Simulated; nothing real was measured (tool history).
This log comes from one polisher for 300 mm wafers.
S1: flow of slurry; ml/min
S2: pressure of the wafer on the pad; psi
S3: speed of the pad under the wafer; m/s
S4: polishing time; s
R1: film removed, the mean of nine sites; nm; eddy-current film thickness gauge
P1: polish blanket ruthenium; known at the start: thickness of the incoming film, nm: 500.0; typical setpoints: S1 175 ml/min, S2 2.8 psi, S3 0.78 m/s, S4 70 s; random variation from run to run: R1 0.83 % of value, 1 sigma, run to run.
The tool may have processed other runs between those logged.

{"run": 1, "hour": 13.8, "S1": 175, "S2": 2.8, "S3": 0.78, "S4": 70, "R1": 88.818}
{"run": 2, "hour": 28.1, "S1": 245, "S2": 2.8, "S3": 0.78, "S4": 70, "R1": 91.931}
{"run": 3, "hour": 41.6, "S1": 175, "S2": 2.8, "S3": 0.78, "S4": 70, "R1": 88.862}
{"run": 4, "hour": 49.8, "S1": 175, "S2": 2.8, "S3": 0.78, "S4": 32, "R1": 41.015}
{"run": 5, "hour": 59.3, "S1": 175, "S2": 2.8, "S3": 1.06, "S4": 70, "R1": 122.05}
{"run": 6, "hour": 74.5, "S1": 175, "S2": 2.8, "S3": 0.78, "S4": 70, "R1": 89.611}
{"run": 7, "hour": 82.8, "S1": 175, "S2": 2.8, "S3": 0.78, "S4": 70, "R1": 88.823}
{"run": 8, "hour": 92.7, "S1": 175, "S2": 4.1, "S3": 0.78, "S4": 36, "R1": 67.587}
{"run": 9, "hour": 107.4, "S1": 175, "S2": 2.8, "S3": 0.78, "S4": 103, "R1": 129.39}
{"run": 10, "hour": 118.2, "S1": 105, "S2": 2.8, "S3": 0.78, "S4": 70, "R1": 81.305}
{"run": 11, "hour": 125.7, "S1": 240, "S2": 3.5, "S3": 0.78, "S4": 70, "R1": 115.88}
{"run": 12, "hour": 137.5, "S1": 175, "S2": 2.8, "S3": 0.78, "S4": 70, "R1": 88.808}
{"run": 13, "hour": 149.9, "S1": 175, "S2": 2.8, "S3": 0.5, "S4": 70, "R1": 56.788}
{"run": 14, "hour": 165.1, "S1": 175, "S2": 2.8, "S3": 0.78, "S4": 70, "R1": 88.512}
{"run": 15, "hour": 177.5, "S1": 175, "S2": 4.4, "S3": 0.78, "S4": 70, "R1": 139.83}
{"run": 16, "hour": 192.2, "S1": 175, "S2": 1.3, "S3": 0.78, "S4": 70, "R1": 41.204}
{"run": 17, "hour": 204.0, "S1": 175, "S2": 2.8, "S3": 0.78, "S4": 70, "R1": 88.48}
{"run": 18, "hour": 212.1, "S1": 175, "S2": 2.8, "S3": 0.78, "S4": 70, "R1": 87.39}
{"run": 19, "hour": 226.2, "S1": 175, "S2": 2.8, "S3": 0.78, "S4": 70, "R1": 84.19}
{"run": 20, "hour": 240.2, "S1": 175, "S2": 2.8, "S3": 0.78, "S4": 70, "R1": 83.832}
{"run": 21, "hour": 249.6, "S1": 175, "S2": 2.8, "S3": 0.78, "S4": 70, "R1": 81.1}
{"hour": 255.7, "done": "worn pad replaced by a new one"}
{"run": 22, "hour": 263.9, "S1": 175, "S2": 2.8, "S3": 0.78, "S4": 70, "R1": 82.342}
{"run": 23, "hour": 278.2, "S1": 175, "S2": 2.8, "S3": 0.78, "S4": 70, "R1": 82.107}

What P1 gives has crept off from where it sat before. The 2 causes that follow fit the log equally well, each at the size noted:
A: head's pressure below its setpoint, % = 8.56
B: slurry flow missing at the pad, % = 37.8
The onset of the drift is placed at about hour 204.0.
Ruled out, with reasons:
removal rate lost through wear of the pad, %: work on it at hour 255.7, done after the drift set in, did not restore what the process gave before

Consider the 4 check runs below, whose results appear as question marks and each of which averages 2 wafers. Which one distinguishes the causes, in that each cause would give it a clearly different result?
{"run": "check 1", "hour": 292.5, "S1": 105, "S2": 2.8, "S3": 0.78, "S4": 70, "R1": "?"}
{"run": "check 2", "hour": 292.5, "S1": 175, "S2": 2.8, "S3": 0.98, "S4": 70, "R1": "?"}
{"run": "check 3", "hour": 292.5, "S1": 175, "S2": 2.2, "S3": 0.78, "S4": 70, "R1": "?"}
{"run": "check 4", "hour": 292.5, "S1": 175, "S2": 3.9, "S3": 0.78, "S4": 70, "R1": "?"}

If the cause were each of the candidates in turn, the checks would give the following:
check=check_1 result=R1 if_A=73.791 if_B=70.121
check=check_2 result=R1 if_A=102.240 if_B=102.250
check=check_3 result=R1 if_A=63.938 if_B=63.946
check=check_4 result=R1 if_A=113.340 if_B=113.360
How far apart the two closest causes lie, in the result that separates them most: check 1 5.1 %; check 2 0.01 %; check 3 0.01 %; check 4 0.01 %
Check 1 tells the causes apart: in the others they would give nearly the same result.

Running check 1 produced the following: R1 70.026 nm. Which one of the listed causes fits?

The correct cause is B, namely: slurry flow missing at the pad, %.
